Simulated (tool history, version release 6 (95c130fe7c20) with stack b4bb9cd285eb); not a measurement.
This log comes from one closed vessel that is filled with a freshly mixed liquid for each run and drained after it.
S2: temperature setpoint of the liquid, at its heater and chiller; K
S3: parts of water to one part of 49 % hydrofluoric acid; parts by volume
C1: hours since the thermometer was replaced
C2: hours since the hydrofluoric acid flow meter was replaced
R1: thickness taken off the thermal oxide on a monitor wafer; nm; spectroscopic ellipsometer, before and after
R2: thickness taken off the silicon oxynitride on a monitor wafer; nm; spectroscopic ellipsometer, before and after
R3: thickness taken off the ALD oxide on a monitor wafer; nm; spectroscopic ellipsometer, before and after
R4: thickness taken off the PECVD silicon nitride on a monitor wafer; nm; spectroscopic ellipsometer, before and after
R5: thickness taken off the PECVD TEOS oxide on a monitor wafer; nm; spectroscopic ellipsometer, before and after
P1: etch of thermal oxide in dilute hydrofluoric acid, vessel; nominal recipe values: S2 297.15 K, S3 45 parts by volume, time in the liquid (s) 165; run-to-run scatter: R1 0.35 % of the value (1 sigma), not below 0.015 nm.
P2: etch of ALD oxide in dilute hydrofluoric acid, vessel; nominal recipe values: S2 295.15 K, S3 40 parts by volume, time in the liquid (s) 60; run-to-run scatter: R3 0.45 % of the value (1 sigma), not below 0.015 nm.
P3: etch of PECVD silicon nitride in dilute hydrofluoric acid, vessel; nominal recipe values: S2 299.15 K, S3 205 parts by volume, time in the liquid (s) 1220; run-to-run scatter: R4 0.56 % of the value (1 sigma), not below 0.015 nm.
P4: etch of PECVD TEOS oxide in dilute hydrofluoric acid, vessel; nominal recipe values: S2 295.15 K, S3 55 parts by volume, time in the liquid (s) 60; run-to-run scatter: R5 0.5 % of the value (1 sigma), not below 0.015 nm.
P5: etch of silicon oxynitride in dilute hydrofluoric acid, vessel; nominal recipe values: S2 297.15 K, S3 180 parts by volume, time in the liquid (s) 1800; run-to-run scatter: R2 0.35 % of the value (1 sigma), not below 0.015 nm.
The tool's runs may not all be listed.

{"run": 1, "hour": 9.8, "process that ran": "P1", "S2": 297.15, "S3": 45, "time in the liquid (s)": 165, "C1": 691.5, "C2": 498.1, "R1": 18.362}
{"run": 2, "hour": 18.6, "process that ran": "P1", "S2": 297.15, "S3": 20, "time in the liquid (s)": 295, "C1": 700.3, "C2": 506.9, "R1": 77.024}
{"run": 3, "hour": 24.9, "process that ran": "P5", "S2": 290.15, "S3": 180, "time in the liquid (s)": 1800, "C1": 706.6, "C2": 513.2, "R2": 26.273}
{"run": 4, "hour": 32.3, "process that ran": "P2", "S2": 295.15, "S3": 40, "time in the liquid (s)": 30, "C1": 714, "C2": 520.6, "R3": 20.262}
{"run": 5, "hour": 40.3, "process that ran": "P3", "S2": 299.15, "S3": 130, "time in the liquid (s)": 1220, "C1": 722, "C2": 528.6, "R4": 19.081}
{"run": 6, "hour": 48.3, "process that ran": "P3", "S2": 299.15, "S3": 205, "time in the liquid (s)": 1220, "C1": 730, "C2": 536.6, "R4": 12.184}
{"run": 7, "hour": 53.4, "process that ran": "P5", "S2": 297.15, "S3": 180, "time in the liquid (s)": 1800, "C1": 735.1, "C2": 541.7, "R2": 36.59}
{"run": 8, "hour": 61.4, "process that ran": "P4", "S2": 295.15, "S3": 55, "time in the liquid (s)": 30, "C1": 743.1, "C2": 549.7, "R5": 6.0202}
{"run": 9, "hour": 69.7, "process that ran": "P2", "S2": 295.15, "S3": 40, "time in the liquid (s)": 60, "C1": 751.4, "C2": 558, "R3": 40.148}
{"run": 10, "hour": 77.0, "process that ran": "P1", "S2": 290.65, "S3": 45, "time in the liquid (s)": 165, "C1": 758.7, "C2": 565.3, "R1": 14.075}
{"run": 11, "hour": 86.7, "process that ran": "P4", "S2": 299.15, "S3": 55, "time in the liquid (s)": 60, "C1": 768.4, "C2": 575, "R5": 14.314}
{"run": 12, "hour": 94.6, "process that ran": "P1", "S2": 297.15, "S3": 45, "time in the liquid (s)": 165, "C1": 776.3, "C2": 582.9, "R1": 18.394}
{"run": 13, "hour": 102.0, "process that ran": "P2", "S2": 299.65, "S3": 40, "time in the liquid (s)": 60, "C1": 783.7, "C2": 590.3, "R3": 48.878}
{"run": 14, "hour": 110.0, "process that ran": "P5", "S2": 297.15, "S3": 100, "time in the liquid (s)": 1800, "C1": 791.7, "C2": 598.3, "R2": 69.751}
{"run": 15, "hour": 115.3, "process that ran": "P1", "S2": 297.15, "S3": 75, "time in the liquid (s)": 165, "C1": 797, "C2": 603.6, "R1": 10.675}
{"run": 16, "hour": 121.2, "process that ran": "P3", "S2": 299.15, "S3": 205, "time in the liquid (s)": 1220, "C1": 802.9, "C2": 609.5, "R4": 12.146}
{"run": 17, "hour": 126.7, "process that ran": "P4", "S2": 295.15, "S3": 55, "time in the liquid (s)": 60, "C1": 808.4, "C2": 615, "R5": 12.13}
{"run": 18, "hour": 133.4, "process that ran": "P1", "S2": 297.15, "S3": 45, "time in the liquid (s)": 165, "C1": 815.1, "C2": 621.7, "R1": 18.424}
{"run": 19, "hour": 138.4, "process that ran": "P4", "S2": 295.15, "S3": 95, "time in the liquid (s)": 60, "C1": 820.1, "C2": 626.7, "R5": 6.7325}
{"run": 20, "hour": 146.4, "process that ran": "P2", "S2": 295.15, "S3": 55, "time in the liquid (s)": 60, "C1": 828.1, "C2": 634.7, "R3": 29.119}
{"run": 21, "hour": 152.6, "process that ran": "P1", "S2": 297.15, "S3": 20, "time in the liquid (s)": 165, "C1": 834.3, "C2": 640.9, "R1": 42.733}
{"run": 22, "hour": 158.7, "process that ran": "P1", "S2": 297.15, "S3": 45, "time in the liquid (s)": 165, "C1": 840.4, "C2": 647, "R1": 18.436}
{"run": 23, "hour": 163.9, "process that ran": "P3", "S2": 293.65, "S3": 205, "time in the liquid (s)": 1220, "C1": 845.6, "C2": 652.2, "R4": 8.5518}
{"run": 24, "hour": 168.6, "process that ran": "P1", "S2": 297.15, "S3": 45, "time in the liquid (s)": 165, "C1": 850.3, "C2": 656.9, "R1": 18.454}
{"run": 25, "hour": 179.1, "process that ran": "P1", "S2": 297.15, "S3": 30, "time in the liquid (s)": 310, "C1": 860.8, "C2": 667.4, "R1": 52.96}
{"run": 26, "hour": 188.8, "process that ran": "P5", "S2": 297.15, "S3": 180, "time in the liquid (s)": 595, "C1": 870.5, "C2": 677.1, "R2": 12.089}
{"run": 27, "hour": 195.4, "process that ran": "P1", "S2": 297.15, "S3": 45, "time in the liquid (s)": 165, "C1": 877.1, "C2": 683.7, "R1": 18.421}
{"run": 28, "hour": 204.6, "process that ran": "P3", "S2": 299.15, "S3": 205, "time in the liquid (s)": 370, "C1": 886.3, "C2": 692.9, "R4": 3.6816}

What will run 29 give?
{"run": 29, "hour": 215.0, "process that ran": "P1", "S2": 297.15, "S3": 45, "time in the liquid (s)": 300, "C1": 896.7, "C2": 703.3, "R1": "?"}

{"run 29": {"R1": 33.262}}
